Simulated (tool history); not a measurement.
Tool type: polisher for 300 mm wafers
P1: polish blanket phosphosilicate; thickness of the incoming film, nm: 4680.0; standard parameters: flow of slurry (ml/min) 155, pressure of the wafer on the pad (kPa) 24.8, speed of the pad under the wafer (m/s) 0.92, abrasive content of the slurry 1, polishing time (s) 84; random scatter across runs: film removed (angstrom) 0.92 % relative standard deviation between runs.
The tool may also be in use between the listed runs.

| run | hour | flow of slurry (ml/min) | pressure of the wafer on the pad (kPa) | speed of the pad under the wafer (m/s) | abrasive content of the slurry | polishing time (s) | film removed (angstrom) |
|---|---|---|---|---|---|---|---|
| 1 | 9.6 | 155 | 24.8 | 0.92 | 1 | 84 | 8103 |
| 2 | 20.8 | 95 | 24.8 | 0.92 | 1 | 84 | 7215.5 |
|  | 23.2 | slurry nozzle cleaned |
| 3 | 33.4 | 155 | 24.8 | 0.92 | 1 | 84 | 7965.6 |
| 4 | 47.8 | 155 | 24.8 | 1.4 | 1 | 84 | 11095 |
| 5 | 59.5 | 240 | 24.8 | 0.92 | 1 | 84 | 8442.2 |
| 6 | 70.2 | 155 | 35.2 | 0.92 | 1 | 84 | 11544 |
| 7 | 78.2 | 155 | 24.8 | 0.92 | 1 | 38 | 3609.4 |
|  | 91.4 | head pressure recalibrated |
| 8 | 93 | 155 | 24.8 | 0.92 | 0.55 | 84 | 5955.9 |
| 9 | 108.7 | 155 | 24.8 | 0.92 | 1 | 84 | 7908.9 |
| 10 | 123.4 | 155 | 14.5 | 0.92 | 1 | 84 | 4634.5 |
| 11 | 139.3 | 155 | 24.8 | 0.92 | 1.45 | 84 | 9223.9 |
| 12 | 149.6 | 155 | 24.8 | 0.92 | 1.4 | 46 | 5075 |
| 13 | 156.9 | 155 | 24.8 | 0.92 | 1 | 84 | 8024.3 |
| 14 | 169.8 | 155 | 24.8 | 0.42 | 1 | 84 | 4209.3 |
| 15 | 177 | 155 | 24.8 | 0.92 | 1 | 84 | 7975.4 |
| 16 | 185.7 | 110 | 24.8 | 0.56 | 1 | 84 | 5045.1 |
| 17 | 192.8 | 155 | 24.8 | 0.92 | 1 | 131 | 12455 |
| 18 | 203.3 | 155 | 24.8 | 0.92 | 1 | 84 | 8033.2 |
| 19 | 212.6 | 155 | 24.8 | 0.92 | 1 | 84 | 7789.6 |
| 20 | 225.5 | 155 | 24.8 | 0.92 | 1 | 84 | 7731.1 |
| 21 | 239.1 | 155 | 24.8 | 0.92 | 1 | 84 | 7677.5 |
| 22 | 252.6 | 155 | 24.8 | 0.92 | 1 | 84 | 7504.3 |
| 23 | 261.6 | 155 | 24.8 | 0.92 | 1 | 84 | 7612 |
| 24 | 274.7 | 155 | 24.8 | 0.92 | 1 | 84 | 7485.1 |
|  | 276.8 | worn pad replaced by a new one |
|  | 278.8 | slurry blender recalibrated |
| 25 | 282.7 | 155 | 24.8 | 0.92 | 1 | 84 | 7531.7 |
| 26 | 294.3 | 155 | 24.8 | 0.92 | 1 | 84 | 7462.1 |
|  | 294.6 | conditioning disc replaced and pad reconditioned |
| 27 | 303.2 | 155 | 24.8 | 0.92 | 1 | 84 | 7516.5 |
| 28 | 315 | 155 | 24.8 | 0.92 | 1 | 84 | 7374.5 |
| 29 | 325.2 | 155 | 24.8 | 0.92 | 1 | 84 | 7391.8 |

P1 has crept away from where it was. The log is fitted equally well by each of these 2 causes, at the sizes shown:
A: head's pressure below its setpoint, % = 6.91
B: slurry flow missing at the pad, % = 30.3
The creep began at about hour 203.3.
Why every other cause is out:
removal rate lost through wear of the pad, %: its service at hour 276.8 followed the start of the drift and did not put the process back to its old value
abrasive missing from the slurry, %: its service at hour 278.8 followed the start of the drift and did not put the process back to its old value
time polished since the conditioner stopped cutting, s: its service at hour 294.6 followed the start of the drift and did not put the process back to its old value

Which of the 4 check runs listed below, each an average over 3 wafers with its results shown as question marks, gives clearly different results under the different listed causes?
| check 1 | 335.4 | 155 | 24.8 | 0.92 | 0.7 | 124 | ? |
| check 2 | 335.4 | 155 | 24.8 | 0.92 | 1.35 | 84 | ? |
| check 3 | 335.4 | 155 | 24.8 | 0.92 | 1.45 | 39 | ? |
| check 4 | 335.4 | 95 | 24.8 | 0.92 | 1 | 117 | ? |

How each check would come out, cause by cause:
| check | result | if A | if B |
|---|---|---|---|
| check 1 | film removed (angstrom) | 9197.4 | 9197.7 |
| check 2 | film removed (angstrom) | 8438.7 | 8438.9 |
| check 3 | film removed (angstrom) | 4023.9 | 4024 |
| check 4 | film removed (angstrom) | 9351.8 | 8997.6 |
Gap, in per cent, between the two causes that each check separates least, read from the result that separates them most: check 1 0 %; check 2 0 %; check 3 0 %; check 4 3.86 %
Check 4 is the one run that separates the causes; every other check would come out nearly the same whichever cause is at work.

With check 4 done, the readings were: film removed (angstrom) 8950.6. Identify which of the listed causes applies.

The cause is B: slurry flow missing at the pad, %.

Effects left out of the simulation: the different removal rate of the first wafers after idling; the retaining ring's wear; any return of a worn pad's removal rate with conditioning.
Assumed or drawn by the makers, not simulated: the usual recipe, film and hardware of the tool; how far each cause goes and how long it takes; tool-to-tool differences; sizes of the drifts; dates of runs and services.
